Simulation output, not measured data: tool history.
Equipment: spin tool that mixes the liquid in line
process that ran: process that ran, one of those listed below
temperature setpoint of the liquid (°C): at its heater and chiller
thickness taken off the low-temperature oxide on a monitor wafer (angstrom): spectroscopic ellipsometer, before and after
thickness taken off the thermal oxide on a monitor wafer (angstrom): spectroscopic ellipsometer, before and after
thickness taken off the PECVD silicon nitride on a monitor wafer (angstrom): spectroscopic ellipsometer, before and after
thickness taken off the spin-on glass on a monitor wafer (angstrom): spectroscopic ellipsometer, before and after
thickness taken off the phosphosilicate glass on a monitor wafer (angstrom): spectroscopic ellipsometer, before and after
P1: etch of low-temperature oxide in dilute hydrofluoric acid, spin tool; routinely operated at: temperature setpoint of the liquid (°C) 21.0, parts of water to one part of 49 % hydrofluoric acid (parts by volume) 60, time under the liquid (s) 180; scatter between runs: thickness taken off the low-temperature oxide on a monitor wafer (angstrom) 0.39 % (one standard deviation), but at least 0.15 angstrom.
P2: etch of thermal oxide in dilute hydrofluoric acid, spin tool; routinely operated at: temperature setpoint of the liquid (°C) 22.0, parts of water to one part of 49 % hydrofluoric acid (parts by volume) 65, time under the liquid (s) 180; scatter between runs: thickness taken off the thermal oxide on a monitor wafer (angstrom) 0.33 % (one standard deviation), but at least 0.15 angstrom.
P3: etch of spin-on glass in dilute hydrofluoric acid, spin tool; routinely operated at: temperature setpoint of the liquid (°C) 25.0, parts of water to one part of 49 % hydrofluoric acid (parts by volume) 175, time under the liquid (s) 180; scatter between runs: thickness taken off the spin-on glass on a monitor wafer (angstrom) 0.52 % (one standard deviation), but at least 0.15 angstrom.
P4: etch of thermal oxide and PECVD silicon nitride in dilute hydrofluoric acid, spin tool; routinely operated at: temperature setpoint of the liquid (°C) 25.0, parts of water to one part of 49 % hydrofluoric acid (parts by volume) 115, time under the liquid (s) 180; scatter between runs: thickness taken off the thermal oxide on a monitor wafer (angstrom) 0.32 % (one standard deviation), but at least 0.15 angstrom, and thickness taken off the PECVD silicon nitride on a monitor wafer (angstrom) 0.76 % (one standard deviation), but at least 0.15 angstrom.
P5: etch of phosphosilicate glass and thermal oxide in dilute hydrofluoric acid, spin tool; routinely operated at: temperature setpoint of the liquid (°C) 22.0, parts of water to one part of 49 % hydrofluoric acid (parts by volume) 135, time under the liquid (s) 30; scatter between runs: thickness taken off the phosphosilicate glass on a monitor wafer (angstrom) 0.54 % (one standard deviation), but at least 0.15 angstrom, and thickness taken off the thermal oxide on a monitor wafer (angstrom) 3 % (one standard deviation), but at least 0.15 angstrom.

run,day,process that ran,temperature setpoint of the liquid (°C),parts of water to one part of 49 % hydrofluoric acid (parts by volume),time under the liquid (s),thickness taken off the low-temperature oxide on a monitor wafer (angstrom),thickness taken off the thermal oxide on a monitor wafer (angstrom),thickness taken off the PECVD silicon nitride on a monitor wafer (angstrom),thickness taken off the spin-on glass on a monitor wafer (angstrom),thickness taken off the phosphosilicate glass on a monitor wafer (angstrom)
1,0.354,P1,21.0,60,180,455.820,,,,
2,0.896,P4,25.0,200,180,,38.3560,18.6070,,
3,1.175,P3,25.0,35,180,,,,1606.60,
4,1.642,P5,22.0,135,30,,8.5556,,,386.51
5,1.921,P1,29.0,60,180,632.770,,,,
6,2.350,P3,25.0,175,95,,,,142.56,
7,2.612,P3,25.0,175,180,,,,267.74,
8,3.029,P1,17.0,60,30,64.326,,,,
9,3.375,P1,21.0,60,180,455.050,,,,
10,3.729,P5,22.0,135,30,,8.7051,,,382.41
11,3.975,P4,25.0,115,15,,6.1960,2.5956,,
12,4.454,P4,25.0,115,180,,73.4050,31.9600,,
13,4.829,P1,21.0,60,180,455.780,,,,
14,5.171,P1,28.5,60,350,1192.900,,,,
15,5.450,P2,22.0,90,180,,89.1660,,,
16,5.921,P1,17.0,60,180,383.080,,,,
17,6.212,P5,22.0,135,15,,3.9730,,,194.99
18,6.458,P3,21.0,175,180,,,,228.71,
19,6.696,P1,21.0,60,180,456.620,,,,
20,7.233,P1,21.0,20,180,1438.900,,,,
21,7.767,P4,31.0,115,180,,92.2940,46.5190,,
22,8.071,P1,17.0,30,180,797.580,,,,
23,8.446,P2,22.0,65,180,,126.3800,,,
24,8.938,P1,21.0,60,60,151.450,,,,
25,9.479,P1,21.0,60,325,825.680,,,,
26,9.729,P1,21.0,100,180,259.960,,,,
27,10.050,P3,25.0,175,180,,,,265.44,
28,10.538,P5,22.0,30,30,,45.9480,,,1987.10
29,10.796,P2,17.0,65,180,,102.1600,,,
30,11.267,P2,22.0,65,20,,13.7860,,,
31,11.700,P4,25.0,115,180,,74.0690,31.6240,,
32,12.162,P5,27.5,135,30,,10.4420,,,472.78
33,12.600,P1,21.0,60,180,455.680,,,,
34,12.979,P1,21.0,60,180,443.250,,,,
35,13.462,P1,21.0,60,180,435.280,,,,
36,13.883,P1,21.0,60,180,429.310,,,,
37,14.221,P1,21.0,60,180,427.560,,,,
38,14.608,P1,21.0,60,180,424.330,,,,
39,15.075,P1,21.0,60,180,422.210,,,,
40,15.350,P1,21.0,60,180,419.060,,,,
41,15.708,P1,21.0,60,180,422.500,,,,
42,16.042,P1,21.0,60,180,421.190,,,,

What P1 gives has crept away from where it was. These 2 causes fit the log equally well, each at the size given:
A: hydrofluoric acid flow below the setpoint (%) = 6.98
B: liquid colder than its thermometer reads (K) = 1.85
The onset of the drift is placed at about day 12.600.

Which of the 4 check runs listed below, each an average over 3 wafers with its results shown as question marks, gives clearly different results under the different listed causes?
check 1,16.375,P4,25.0,150,180,,?,?,,
check 2,16.375,P2,22.0,85,180,,?,,,
check 3,16.375,P3,22.0,55,180,,,,?,
check 4,16.375,P5,22.0,75,30,,?,,,?

Expected result of each check under each candidate cause:
check,result,if A,if B
check 1,thickness taken off the thermal oxide on a monitor wafer (angstrom),49.7650,50.5060
check 1,thickness taken off the PECVD silicon nitride on a monitor wafer (angstrom),22.7740,21.7200
check 2,thickness taken off the thermal oxide on a monitor wafer (angstrom),87.0800,87.4260
check 3,thickness taken off the spin-on glass on a monitor wafer (angstrom),807.62,807.57
check 4,thickness taken off the thermal oxide on a monitor wafer (angstrom),15.5310,15.5730
check 4,thickness taken off the phosphosilicate glass on a monitor wafer (angstrom),688.47,690.31
Separation of the two closest causes in each check, using whichever result separates them best: check 1 4.74 %; check 2 0.4 %; check 3 0.01 %; check 4 0.27 %
Of the check runs offered, only check 1 discriminates between the causes; the rest would read about the same regardless of which cause applies.

Check 1 was carried out, with these results: thickness taken off the thermal oxide on a monitor wafer (angstrom) 49.8570; thickness taken off the PECVD silicon nitride on a monitor wafer (angstrom) 22.7770. Which of the listed causes is responsible?

It is A: hydrofluoric acid flow below the setpoint (%).

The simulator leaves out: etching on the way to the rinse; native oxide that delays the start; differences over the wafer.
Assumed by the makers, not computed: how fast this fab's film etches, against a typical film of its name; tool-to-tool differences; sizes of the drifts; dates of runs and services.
